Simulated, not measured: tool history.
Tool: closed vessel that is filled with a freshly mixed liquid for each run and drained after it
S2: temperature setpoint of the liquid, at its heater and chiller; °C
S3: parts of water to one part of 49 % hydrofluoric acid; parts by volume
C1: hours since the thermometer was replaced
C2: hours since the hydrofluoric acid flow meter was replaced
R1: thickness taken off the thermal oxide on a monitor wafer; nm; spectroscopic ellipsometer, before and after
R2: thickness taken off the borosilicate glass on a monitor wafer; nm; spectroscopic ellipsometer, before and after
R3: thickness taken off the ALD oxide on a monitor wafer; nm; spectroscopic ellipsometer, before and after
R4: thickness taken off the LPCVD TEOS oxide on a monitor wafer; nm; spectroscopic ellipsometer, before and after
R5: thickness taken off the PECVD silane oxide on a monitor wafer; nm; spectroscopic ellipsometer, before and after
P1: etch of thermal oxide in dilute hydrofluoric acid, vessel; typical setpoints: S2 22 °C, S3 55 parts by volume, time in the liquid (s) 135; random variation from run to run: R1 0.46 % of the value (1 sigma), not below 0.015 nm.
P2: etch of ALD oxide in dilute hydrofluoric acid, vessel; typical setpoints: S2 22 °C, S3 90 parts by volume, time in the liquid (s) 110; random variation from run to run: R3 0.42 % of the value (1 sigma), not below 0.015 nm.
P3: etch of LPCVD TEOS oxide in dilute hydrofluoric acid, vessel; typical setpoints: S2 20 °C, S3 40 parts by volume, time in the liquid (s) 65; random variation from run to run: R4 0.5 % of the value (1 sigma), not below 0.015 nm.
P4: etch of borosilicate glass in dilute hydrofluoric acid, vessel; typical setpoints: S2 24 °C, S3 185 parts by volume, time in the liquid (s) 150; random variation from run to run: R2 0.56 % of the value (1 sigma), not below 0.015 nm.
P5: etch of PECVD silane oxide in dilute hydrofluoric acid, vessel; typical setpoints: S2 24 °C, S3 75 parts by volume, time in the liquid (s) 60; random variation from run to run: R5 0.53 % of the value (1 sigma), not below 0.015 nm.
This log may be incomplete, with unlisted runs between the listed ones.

{"run": 1, "hour": 3.7, "process that ran": "P1", "S2": 22, "S3": 55, "time in the liquid (s)": 135, "C1": 587.5, "C2": 1626.9, "R1": 11.202}
{"run": 2, "hour": 7.7, "process that ran": "P1", "S2": 22, "S3": 20, "time in the liquid (s)": 135, "C1": 591.5, "C2": 1630.9, "R1": 32.148}
{"run": 3, "hour": 12.5, "process that ran": "P4", "S2": 24, "S3": 185, "time in the liquid (s)": 295, "C1": 596.3, "C2": 1635.7, "R2": 35.358}
{"run": 4, "hour": 16.5, "process that ran": "P2", "S2": 22, "S3": 90, "time in the liquid (s)": 110, "C1": 600.3, "C2": 1639.7, "R3": 20.099}
{"run": 5, "hour": 18.9, "process that ran": "P3", "S2": 17, "S3": 40, "time in the liquid (s)": 65, "C1": 602.7, "C2": 1642.1, "R4": 21.76}
{"run": 6, "hour": 23.7, "process that ran": "P2", "S2": 22, "S3": 160, "time in the liquid (s)": 110, "C1": 607.5, "C2": 1646.9, "R3": 10.393}
{"run": 7, "hour": 28.9, "process that ran": "P3", "S2": 20, "S3": 40, "time in the liquid (s)": 65, "C1": 612.7, "C2": 1652.1, "R4": 24.893}
{"run": 8, "hour": 32.2, "process that ran": "P1", "S2": 22, "S3": 80, "time in the liquid (s)": 135, "C1": 616, "C2": 1655.4, "R1": 7.4231}
{"run": 9, "hour": 36.0, "process that ran": "P1", "S2": 22, "S3": 55, "time in the liquid (s)": 135, "C1": 619.8, "C2": 1659.2, "R1": 11.021}
{"run": 10, "hour": 39.3, "process that ran": "P5", "S2": 24, "S3": 20, "time in the liquid (s)": 60, "C1": 623.1, "C2": 1662.5, "R5": 86.935}
{"run": 11, "hour": 42.7, "process that ran": "P1", "S2": 22, "S3": 55, "time in the liquid (s)": 135, "C1": 626.5, "C2": 1665.9, "R1": 11.093}
{"run": 12, "hour": 45.6, "process that ran": "P3", "S2": 20, "S3": 40, "time in the liquid (s)": 95, "C1": 629.4, "C2": 1668.8, "R4": 36.547}
{"run": 13, "hour": 48.6, "process that ran": "P1", "S2": 17, "S3": 55, "time in the liquid (s)": 135, "C1": 632.4, "C2": 1671.8, "R1": 8.9747}
{"run": 14, "hour": 52.0, "process that ran": "P4", "S2": 17, "S3": 185, "time in the liquid (s)": 150, "C1": 635.8, "C2": 1675.2, "R2": 13.735}
{"run": 15, "hour": 57.1, "process that ran": "P5", "S2": 24, "S3": 75, "time in the liquid (s)": 30, "C1": 640.9, "C2": 1680.3, "R5": 10.73}
{"run": 16, "hour": 61.9, "process that ran": "P1", "S2": 22, "S3": 55, "time in the liquid (s)": 75, "C1": 645.7, "C2": 1685.1, "R1": 6.2012}
{"run": 17, "hour": 66.6, "process that ran": "P1", "S2": 27, "S3": 55, "time in the liquid (s)": 135, "C1": 650.4, "C2": 1689.8, "R1": 13.686}
{"run": 18, "hour": 69.3, "process that ran": "P2", "S2": 17, "S3": 90, "time in the liquid (s)": 110, "C1": 653.1, "C2": 1692.5, "R3": 16.411}
{"run": 19, "hour": 74.6, "process that ran": "P4", "S2": 24, "S3": 185, "time in the liquid (s)": 150, "C1": 658.4, "C2": 1697.8, "R2": 17.945}
{"run": 20, "hour": 79.2, "process that ran": "P1", "S2": 28, "S3": 25, "time in the liquid (s)": 135, "C1": 663, "C2": 1702.4, "R1": 32.832}
{"run": 21, "hour": 84.0, "process that ran": "P3", "S2": 20, "S3": 20, "time in the liquid (s)": 65, "C1": 667.8, "C2": 1707.2, "R4": 51.182}
{"run": 22, "hour": 88.2, "process that ran": "P1", "S2": 26.5, "S3": 55, "time in the liquid (s)": 75, "C1": 672, "C2": 1711.4, "R1": 7.4148}
{"run": 23, "hour": 90.8, "process that ran": "P4", "S2": 24, "S3": 300, "time in the liquid (s)": 150, "C1": 674.6, "C2": 1714, "R2": 9.9766}
{"run": 24, "hour": 95.0, "process that ran": "P1", "S2": 22, "S3": 55, "time in the liquid (s)": 235, "C1": 678.8, "C2": 1718.2, "R1": 19.591}
{"run": 25, "hour": 97.9, "process that ran": "P5", "S2": 24, "S3": 75, "time in the liquid (s)": 60, "C1": 681.7, "C2": 1721.1, "R5": 21.506}
{"run": 26, "hour": 100.7, "process that ran": "P1", "S2": 22, "S3": 55, "time in the liquid (s)": 135, "C1": 684.5, "C2": 1723.9, "R1": 11.149}
{"run": 27, "hour": 104.9, "process that ran": "P1", "S2": 22, "S3": 55, "time in the liquid (s)": 135, "C1": 688.7, "C2": 1728.1, "R1": 11.191}
{"run": 28, "hour": 107.9, "process that ran": "P5", "S2": 17, "S3": 75, "time in the liquid (s)": 60, "C1": 691.7, "C2": 1731.1, "R5": 16.323}
{"run": 29, "hour": 111.8, "process that ran": "P1", "S2": 22, "S3": 55, "time in the liquid (s)": 135, "C1": 695.6, "C2": 1735, "R1": 11.16}
{"run": 30, "hour": 116.9, "process that ran": "P2", "S2": 22, "S3": 90, "time in the liquid (s)": 220, "C1": 700.7, "C2": 1740.1, "R3": 40.231}
{"run": 31, "hour": 119.9, "process that ran": "P1", "S2": 22, "S3": 55, "time in the liquid (s)": 135, "C1": 703.7, "C2": 1743.1, "R1": 11.282}
{"run": 32, "hour": 124.0, "process that ran": "P1", "S2": 22, "S3": 55, "time in the liquid (s)": 135, "C1": 707.8, "C2": 1747.2, "R1": 11.506}
{"run": 33, "hour": 128.9, "process that ran": "P1", "S2": 22, "S3": 55, "time in the liquid (s)": 135, "C1": 712.7, "C2": 1752.1, "R1": 11.826}
{"run": 34, "hour": 133.5, "process that ran": "P1", "S2": 22, "S3": 55, "time in the liquid (s)": 135, "C1": 717.3, "C2": 1756.7, "R1": 12.049}
{"run": 35, "hour": 138.2, "process that ran": "P1", "S2": 22, "S3": 55, "time in the liquid (s)": 135, "C1": 722, "C2": 1761.4, "R1": 12.116}
{"run": 36, "hour": 142.3, "process that ran": "P1", "S2": 22, "S3": 55, "time in the liquid (s)": 135, "C1": 726.1, "C2": 1765.5, "R1": 12.075}
{"run": 37, "hour": 146.3, "process that ran": "P1", "S2": 22, "S3": 55, "time in the liquid (s)": 135, "C1": 730.1, "C2": 1769.5, "R1": 12.326}
{"run": 38, "hour": 151.1, "process that ran": "P1", "S2": 22, "S3": 55, "time in the liquid (s)": 135, "C1": 734.9, "C2": 1774.3, "R1": 12.273}
{"run": 39, "hour": 154.7, "process that ran": "P1", "S2": 22, "S3": 55, "time in the liquid (s)": 135, "C1": 738.5, "C2": 1777.9, "R1": 12.352}
{"run": 40, "hour": 159.2, "process that ran": "P1", "S2": 22, "S3": 55, "time in the liquid (s)": 135, "C1": 743, "C2": 1782.4, "R1": 12.311}
{"run": 41, "hour": 162.1, "process that ran": "P1", "S2": 22, "S3": 55, "time in the liquid (s)": 135, "C1": 745.9, "C2": 1785.3, "R1": 12.372}
{"run": 42, "hour": 165.2, "process that ran": "P1", "S2": 22, "S3": 55, "time in the liquid (s)": 135, "C1": 749, "C2": 1788.4, "R1": 12.438}

The output of P1 has drifted from where it used to be. Each of the 2 causes below, taken at the size shown beside it, accounts for the log equally well:
A: hydrofluoric acid flow above the setpoint (%) = 9.92
B: liquid hotter than its thermometer reads (K) = 2.45
At approximately hour 119.9, the process output began to creep.

4 check runs are offered, each on 2 wafers whose results are averaged, their results left as question marks. Which one tells the causes apart?
{"run": "check 1", "hour": 168.3, "process that ran": "P2", "S2": 18.5, "S3": 90, "time in the liquid (s)": 215, "R3": "?"}
{"run": "check 2", "hour": 168.3, "process that ran": "P3", "S2": 17, "S3": 40, "time in the liquid (s)": 65, "R4": "?"}
{"run": "check 3", "hour": 168.3, "process that ran": "P4", "S2": 19.5, "S3": 300, "time in the liquid (s)": 150, "R2": "?"}
{"run": "check 4", "hour": 168.3, "process that ran": "P5", "S2": 18, "S3": 75, "time in the liquid (s)": 35, "R5": "?"}

What every check run would give for each of its results, assuming each possible cause in turn:
check=check_1 result=R3 if_A=37.799 if_B=37.725
check=check_2 result=R4 if_A=24.062 if_B=24.246
check=check_3 result=R2 if_A=9.432 if_B=9.1523
check=check_4 result=R5 if_A=10.89 if_B=10.899
Per-check spread between the two closest causes, in the result where they differ most: check 1 0.2 %; check 2 0.76 %; check 3 3.01 %; check 4 0.08 %
Check 3 is the one run that separates the causes; every other check would come out nearly the same whichever cause is at work.

Check 3 has now been run. It gave: R2 9.4223 nm. Which of the candidate causes is it?

The correct cause is A, namely: hydrofluoric acid flow above the setpoint (%).

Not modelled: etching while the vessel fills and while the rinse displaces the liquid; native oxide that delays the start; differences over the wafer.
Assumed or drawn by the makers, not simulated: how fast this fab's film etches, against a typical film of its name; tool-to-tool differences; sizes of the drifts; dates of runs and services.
